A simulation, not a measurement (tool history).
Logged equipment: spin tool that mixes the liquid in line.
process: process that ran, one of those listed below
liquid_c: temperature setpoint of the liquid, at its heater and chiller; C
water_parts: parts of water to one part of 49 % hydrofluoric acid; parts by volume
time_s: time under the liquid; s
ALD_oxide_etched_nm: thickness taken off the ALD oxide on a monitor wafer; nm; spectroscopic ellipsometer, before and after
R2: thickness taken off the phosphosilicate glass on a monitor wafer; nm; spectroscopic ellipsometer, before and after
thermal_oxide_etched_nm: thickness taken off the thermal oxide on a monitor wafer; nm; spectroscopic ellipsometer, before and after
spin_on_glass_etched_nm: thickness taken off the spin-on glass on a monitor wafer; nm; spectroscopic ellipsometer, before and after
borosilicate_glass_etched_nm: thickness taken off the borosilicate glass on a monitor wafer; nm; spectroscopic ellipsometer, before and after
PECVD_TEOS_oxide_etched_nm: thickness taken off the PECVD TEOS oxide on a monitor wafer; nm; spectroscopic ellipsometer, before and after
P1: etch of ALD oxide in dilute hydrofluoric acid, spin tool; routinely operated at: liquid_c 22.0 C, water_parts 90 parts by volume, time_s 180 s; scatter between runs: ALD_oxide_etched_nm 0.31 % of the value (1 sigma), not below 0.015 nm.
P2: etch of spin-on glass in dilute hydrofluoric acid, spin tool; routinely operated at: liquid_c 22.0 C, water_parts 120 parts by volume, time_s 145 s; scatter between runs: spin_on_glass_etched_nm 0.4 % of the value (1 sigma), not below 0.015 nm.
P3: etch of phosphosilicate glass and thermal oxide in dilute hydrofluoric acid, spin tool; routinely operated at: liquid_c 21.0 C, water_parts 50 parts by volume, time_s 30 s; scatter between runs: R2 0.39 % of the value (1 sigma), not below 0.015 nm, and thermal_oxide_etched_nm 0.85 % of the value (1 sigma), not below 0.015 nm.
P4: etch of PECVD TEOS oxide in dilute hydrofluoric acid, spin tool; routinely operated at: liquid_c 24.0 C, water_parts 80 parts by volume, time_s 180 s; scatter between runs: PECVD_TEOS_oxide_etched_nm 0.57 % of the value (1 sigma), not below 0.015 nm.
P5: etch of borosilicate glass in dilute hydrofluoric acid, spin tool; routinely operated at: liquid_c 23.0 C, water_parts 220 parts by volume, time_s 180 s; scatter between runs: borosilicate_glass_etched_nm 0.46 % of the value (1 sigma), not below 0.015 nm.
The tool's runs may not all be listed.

run 1 hour=10.1 | process=P1 liquid_c=22.0 water_parts=90 time_s=180 | ALD_oxide_etched_nm=20.0290
run 2 hour=17.6 | process=P3 liquid_c=21.0 water_parts=50 time_s=30 | R2=33.618 thermal_oxide_etched_nm=2.6475
run 3 hour=26.0 | process=P1 liquid_c=17.0 water_parts=90 time_s=180 | ALD_oxide_etched_nm=16.3030
run 4 hour=36.1 | process=P1 liquid_c=22.0 water_parts=90 time_s=180 | ALD_oxide_etched_nm=19.9540
run 5 hour=41.6 | process=P1 liquid_c=22.0 water_parts=90 time_s=45 | ALD_oxide_etched_nm=5.0161
run 6 hour=51.8 | process=P2 liquid_c=22.0 water_parts=120 time_s=145 | spin_on_glass_etched_nm=36.128
run 7 hour=58.3 | process=P5 liquid_c=23.0 water_parts=385 time_s=180 | borosilicate_glass_etched_nm=10.094
run 8 hour=65.1 | process=P4 liquid_c=24.0 water_parts=80 time_s=15 | PECVD_TEOS_oxide_etched_nm=2.1983
run 9 hour=76.3 | process=P1 liquid_c=22.0 water_parts=90 time_s=180 | ALD_oxide_etched_nm=20.1320
run 10 hour=83.8 | process=P3 liquid_c=21.0 water_parts=50 time_s=15 | R2=16.740 thermal_oxide_etched_nm=1.3199
run 11 hour=89.7 | process=P2 liquid_c=22.0 water_parts=120 time_s=230 | spin_on_glass_etched_nm=56.995
run 12 hour=95.3 | process=P1 liquid_c=22.0 water_parts=130 time_s=180 | ALD_oxide_etched_nm=13.1860
run 13 hour=106.2 | process=P3 liquid_c=21.0 water_parts=50 time_s=30 | R2=33.355 thermal_oxide_etched_nm=2.6786
run 14 hour=114.3 | process=P4 liquid_c=29.5 water_parts=80 time_s=180 | PECVD_TEOS_oxide_etched_nm=32.5490
run 15 hour=126.4 | process=P4 liquid_c=24.0 water_parts=80 time_s=180 | PECVD_TEOS_oxide_etched_nm=26.2740
-- hour=134.8 thermometer replaced
run 16 hour=137.7 | process=P5 liquid_c=23.0 water_parts=220 time_s=305 | borosilicate_glass_etched_nm=34.584
run 17 hour=145.8 | process=P1 liquid_c=22.0 water_parts=90 time_s=180 | ALD_oxide_etched_nm=20.1420
run 18 hour=154.2 | process=P4 liquid_c=24.0 water_parts=130 time_s=180 | PECVD_TEOS_oxide_etched_nm=15.2380
run 19 hour=165.9 | process=P1 liquid_c=22.0 water_parts=35 time_s=260 | ALD_oxide_etched_nm=80.1610
run 20 hour=174.8 | process=P1 liquid_c=28.5 water_parts=90 time_s=180 | ALD_oxide_etched_nm=26.0060
run 21 hour=185.3 | process=P2 liquid_c=22.0 water_parts=120 time_s=145 | spin_on_glass_etched_nm=35.833
run 22 hour=197.2 | process=P2 liquid_c=22.0 water_parts=170 time_s=145 | spin_on_glass_etched_nm=23.969
run 23 hour=209.1 | process=P1 liquid_c=22.0 water_parts=55 time_s=180 | ALD_oxide_etched_nm=34.0190
run 24 hour=218.4 | process=P4 liquid_c=24.0 water_parts=80 time_s=180 | PECVD_TEOS_oxide_etched_nm=26.3770
run 25 hour=226.0 | process=P5 liquid_c=23.0 water_parts=220 time_s=180 | borosilicate_glass_etched_nm=20.622
run 26 hour=238.4 | process=P2 liquid_c=17.0 water_parts=120 time_s=145 | spin_on_glass_etched_nm=28.959
-- hour=248.8 hydrofluoric acid flow meter replaced
run 27 hour=249.9 | process=P1 liquid_c=22.0 water_parts=90 time_s=315 | ALD_oxide_etched_nm=34.9380
run 28 hour=257.9 | process=P1 liquid_c=22.0 water_parts=90 time_s=180 | ALD_oxide_etched_nm=20.0330
run 29 hour=266.2 | process=P5 liquid_c=30.0 water_parts=220 time_s=180 | borosilicate_glass_etched_nm=26.329
run 30 hour=271.8 | process=P3 liquid_c=17.0 water_parts=50 time_s=30 | R2=28.409 thermal_oxide_etched_nm=2.2395
run 31 hour=283.2 | process=P3 liquid_c=21.0 water_parts=75 time_s=30 | R2=21.832 thermal_oxide_etched_nm=1.7559
run 32 hour=290.0 | process=P1 liquid_c=22.0 water_parts=90 time_s=180 | ALD_oxide_etched_nm=20.0880
run 33 hour=298.3 | process=P1 liquid_c=22.0 water_parts=90 time_s=180 | ALD_oxide_etched_nm=19.3650
run 34 hour=308.5 | process=P1 liquid_c=22.0 water_parts=90 time_s=180 | ALD_oxide_etched_nm=19.0350
run 35 hour=318.9 | process=P1 liquid_c=22.0 water_parts=90 time_s=180 | ALD_oxide_etched_nm=18.6330
run 36 hour=326.7 | process=P1 liquid_c=22.0 water_parts=90 time_s=180 | ALD_oxide_etched_nm=18.5250
run 37 hour=334.1 | process=P1 liquid_c=22.0 water_parts=90 time_s=180 | ALD_oxide_etched_nm=18.3320
run 38 hour=343.6 | process=P1 liquid_c=22.0 water_parts=90 time_s=180 | ALD_oxide_etched_nm=18.3170
run 39 hour=350.7 | process=P1 liquid_c=22.0 water_parts=90 time_s=180 | ALD_oxide_etched_nm=18.1370
run 40 hour=362.9 | process=P1 liquid_c=22.0 water_parts=90 time_s=180 | ALD_oxide_etched_nm=18.0650
run 41 hour=373.8 | process=P1 liquid_c=22.0 water_parts=90 time_s=180 | ALD_oxide_etched_nm=18.1640
run 42 hour=380.1 | process=P1 liquid_c=22.0 water_parts=90 time_s=180 | ALD_oxide_etched_nm=18.1180

The output of P1 has drifted from where it used to be. Each of the 2 causes below, taken at the size shown beside it, accounts for the log equally well:
A: liquid colder than its thermometer reads (K) = 2.4
B: hydrofluoric acid flow below the setpoint (%) = 8.46
Creep in the process output first set in at about hour 290.0.

Listed below are the offered check runs, one wafer per run, with question marks in place of results. For which of them would the causes give clearly different outcomes?
run check 1 hour=386.4 | process=P4 liquid_c=24.0 water_parts=115 time_s=50 | PECVD_TEOS_oxide_etched_nm=?
run check 2 hour=386.4 | process=P5 liquid_c=26.0 water_parts=360 time_s=180 | borosilicate_glass_etched_nm=?
run check 3 hour=386.4 | process=P2 liquid_c=17.0 water_parts=120 time_s=145 | spin_on_glass_etched_nm=?
run check 4 hour=386.4 | process=P3 liquid_c=21.0 water_parts=70 time_s=15 | R2=? thermal_oxide_etched_nm=?

Predicted outcomes, by check and by cause:
check=check_1 result=PECVD_TEOS_oxide_etched_nm if_A=4.4104 if_B=4.3842
check=check_2 result=borosilicate_glass_etched_nm if_A=11.212 if_B=10.770
check=check_3 result=spin_on_glass_etched_nm if_A=26.395 if_B=26.440
check=check_4 result=R2 if_A=10.581 if_B=10.630
check=check_4 result=thermal_oxide_etched_nm if_A=0.83520 if_B=0.83904
Separation of the two closest causes in each check, using whichever result separates them best: check 1 0.6 %; check 2 4.02 %; check 3 0.17 %; check 4 0.46 %
Of the check runs offered, only check 2 discriminates between the causes; the rest would read about the same regardless of which cause applies.

Running check 2 produced the following: borosilicate_glass_etched_nm 10.844 nm. Which one of the listed causes fits?

The correct cause is B, namely: hydrofluoric acid flow below the setpoint (%).

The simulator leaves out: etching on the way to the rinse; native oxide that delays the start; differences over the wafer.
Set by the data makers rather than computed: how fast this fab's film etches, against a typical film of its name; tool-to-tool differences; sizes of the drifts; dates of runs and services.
